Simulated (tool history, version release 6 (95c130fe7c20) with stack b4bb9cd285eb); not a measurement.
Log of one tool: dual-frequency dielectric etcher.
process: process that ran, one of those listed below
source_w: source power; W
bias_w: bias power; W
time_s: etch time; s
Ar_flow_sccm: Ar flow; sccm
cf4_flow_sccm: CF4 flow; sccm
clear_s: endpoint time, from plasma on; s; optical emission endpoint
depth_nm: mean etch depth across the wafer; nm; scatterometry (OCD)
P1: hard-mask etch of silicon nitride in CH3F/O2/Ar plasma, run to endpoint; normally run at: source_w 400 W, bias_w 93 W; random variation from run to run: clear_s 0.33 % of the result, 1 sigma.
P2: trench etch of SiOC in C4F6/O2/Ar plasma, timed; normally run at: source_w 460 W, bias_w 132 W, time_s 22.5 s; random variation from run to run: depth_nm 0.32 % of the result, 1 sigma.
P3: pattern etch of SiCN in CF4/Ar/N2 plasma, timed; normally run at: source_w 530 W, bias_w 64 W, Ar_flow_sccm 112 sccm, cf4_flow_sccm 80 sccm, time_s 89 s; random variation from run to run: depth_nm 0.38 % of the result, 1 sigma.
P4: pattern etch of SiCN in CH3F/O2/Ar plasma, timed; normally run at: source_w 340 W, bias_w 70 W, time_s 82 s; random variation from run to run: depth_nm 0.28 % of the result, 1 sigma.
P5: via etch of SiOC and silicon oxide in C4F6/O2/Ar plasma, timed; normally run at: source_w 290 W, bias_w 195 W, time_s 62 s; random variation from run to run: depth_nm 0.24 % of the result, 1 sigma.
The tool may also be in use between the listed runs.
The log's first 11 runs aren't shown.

run     day  process  source_w  bias_w  time_s  Ar_flow_sccm  cf4_flow_sccm  hours since the last wet clean  hours since the last source power generator calibration  hours since the last bias power generator calibration  clear_s  depth_nm
 12   5.367       P4       340      70      45                                                        511.2                                                   1249.8                                                 2817.7             15.989
 13   5.996       P5       290     195      62                                                        526.3                                                   1264.9                                                 2832.8             63.647
 14   6.367       P1       260     113                                                                535.2                                                   1273.8                                                 2841.7   58.623
 15     6.7       P5       290     195      88                                                        543.2                                                   1281.8                                                 2849.7             90.204
 16   7.067       P2       260     132    22.5                                                          552                                                   1290.6                                                 2858.5             36.037
 17   7.738       P1       400      93                                                                568.1                                                   1306.7                                                 2874.6   53.327
      8.042  -- wet clean of the chamber
 18   8.262       P2       460     132    22.5                                                          5.3                                                   1319.3                                                 2887.2             44.743
 19   8.967       P4       240      70      82                                                         22.2                                                   1336.2                                                 2904.1             25.659
 20   9.638       P1       540      93                                                                 38.3                                                   1352.3                                                 2920.2   47.837
 21  10.033       P5       290     195      62                                                         47.8                                                   1361.8                                                 2929.7             63.542
 22  10.558       P1       400      93                                                                 60.4                                                   1374.4                                                 2942.3   53.372
 23      11       P3       530      46      89           112             80                              71                                                     1385                                                 2952.9             76.681
 24  11.467       P3       530      64      89           133             80                            82.2                                                   1396.2                                                 2964.1             83.156
 25  11.958       P3       530      64   113.5           112             80                              94                                                     1408                                                 2975.9             108.93
 26  12.475       P2       460     164    22.5                                                        106.4                                                   1420.4                                                 2988.3             47.962
 27  12.808       P3       390      64      89           112             80                           114.4                                                   1428.4                                                 2996.3             65.072
 28  13.129       P3       530      64      89           112            108                           122.1                                                   1436.1                                                   3004             89.549
 29  13.604       P1       400      69                                                                133.5                                                   1447.5                                                 3015.4   59.311
 30  14.158       P1       320      93                                                                146.8                                                   1460.8                                                 3028.7   58.529
 31  14.671       P4       340      70      82                                                        159.1                                                   1473.1                                                   3041             29.284

Forecast run 32:
 32  15.008       P2       460     132    12.5                                                        167.2                                                   1481.2                                                 3049.1                  ?

depth_nm: 25.086 nm
